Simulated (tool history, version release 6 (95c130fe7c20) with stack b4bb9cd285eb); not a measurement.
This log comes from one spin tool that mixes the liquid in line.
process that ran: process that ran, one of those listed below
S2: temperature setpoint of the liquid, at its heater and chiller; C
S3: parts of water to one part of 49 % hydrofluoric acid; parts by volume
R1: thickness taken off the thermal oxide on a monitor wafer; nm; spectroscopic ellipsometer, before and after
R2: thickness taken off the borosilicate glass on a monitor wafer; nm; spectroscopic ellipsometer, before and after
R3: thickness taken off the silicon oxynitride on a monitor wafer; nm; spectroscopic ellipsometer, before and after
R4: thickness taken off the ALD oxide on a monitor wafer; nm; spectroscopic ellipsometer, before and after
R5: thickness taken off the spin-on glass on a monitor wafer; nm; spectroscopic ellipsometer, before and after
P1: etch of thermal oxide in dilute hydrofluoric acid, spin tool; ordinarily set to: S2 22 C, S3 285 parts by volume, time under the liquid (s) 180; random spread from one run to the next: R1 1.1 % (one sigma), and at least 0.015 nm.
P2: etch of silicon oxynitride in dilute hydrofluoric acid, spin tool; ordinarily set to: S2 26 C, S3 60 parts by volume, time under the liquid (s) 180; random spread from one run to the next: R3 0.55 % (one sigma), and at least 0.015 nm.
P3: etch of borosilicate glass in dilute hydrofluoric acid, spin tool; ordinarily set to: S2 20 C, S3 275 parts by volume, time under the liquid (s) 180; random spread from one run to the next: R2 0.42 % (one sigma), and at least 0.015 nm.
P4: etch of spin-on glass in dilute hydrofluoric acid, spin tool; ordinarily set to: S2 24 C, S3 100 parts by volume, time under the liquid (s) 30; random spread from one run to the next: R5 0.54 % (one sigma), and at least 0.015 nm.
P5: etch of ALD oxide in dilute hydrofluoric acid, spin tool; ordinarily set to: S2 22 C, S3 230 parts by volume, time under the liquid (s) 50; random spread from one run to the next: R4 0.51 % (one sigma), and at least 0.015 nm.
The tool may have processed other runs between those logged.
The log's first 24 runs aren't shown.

run 25 hour=154.2 | process_that_ran=P2 S2=26 S3=60 time_under_the_liquid_(s)=35 | R3=1.5849
run 26 hour=162.1 | process_that_ran=P1 S2=22 S3=285 time_under_the_liquid_(s)=180 | R1=2.3144
run 27 hour=168 | process_that_ran=P5 S2=22 S3=320 time_under_the_liquid_(s)=50 | R4=3.2309
run 28 hour=174.4 | process_that_ran=P5 S2=25.5 S3=230 time_under_the_liquid_(s)=50 | R4=5.6483
run 29 hour=180.2 | process_that_ran=P2 S2=31 S3=60 time_under_the_liquid_(s)=180 | R3=10.317
run 30 hour=186 | process_that_ran=P3 S2=20 S3=275 time_under_the_liquid_(s)=180 | R2=10.019
run 31 hour=189.8 | process_that_ran=P1 S2=22 S3=480 time_under_the_liquid_(s)=180 | R1=1.1699
run 32 hour=197.9 | process_that_ran=P1 S2=22 S3=285 time_under_the_liquid_(s)=15 | R1=0.19533
run 33 hour=203.6 | process_that_ran=P1 S2=22 S3=285 time_under_the_liquid_(s)=280 | R1=3.6966
run 34 hour=207.4 | process_that_ran=P1 S2=22 S3=285 time_under_the_liquid_(s)=180 | R1=2.4196
run 35 hour=212.7 | process_that_ran=P1 S2=22 S3=285 time_under_the_liquid_(s)=180 | R1=2.2664
run 36 hour=217.7 | process_that_ran=P1 S2=22 S3=285 time_under_the_liquid_(s)=180 | R1=2.3057
run 37 hour=224 | process_that_ran=P1 S2=22 S3=285 time_under_the_liquid_(s)=180 | R1=2.2162
run 38 hour=228.3 | process_that_ran=P1 S2=22 S3=285 time_under_the_liquid_(s)=180 | R1=2.2617
run 39 hour=235.2 | process_that_ran=P1 S2=22 S3=285 time_under_the_liquid_(s)=180 | R1=2.2212
run 40 hour=240.2 | process_that_ran=P1 S2=22 S3=285 time_under_the_liquid_(s)=180 | R1=2.2297
run 41 hour=247 | process_that_ran=P1 S2=22 S3=285 time_under_the_liquid_(s)=180 | R1=2.2534
run 42 hour=251.5 | process_that_ran=P1 S2=22 S3=285 time_under_the_liquid_(s)=180 | R1=2.2164

For run 43, what comes out?
run 43 hour=257.3 | process_that_ran=P1 S2=22 S3=285 time_under_the_liquid_(s)=180 | R1=?

{"run 43": {"R1": 2.2089}}
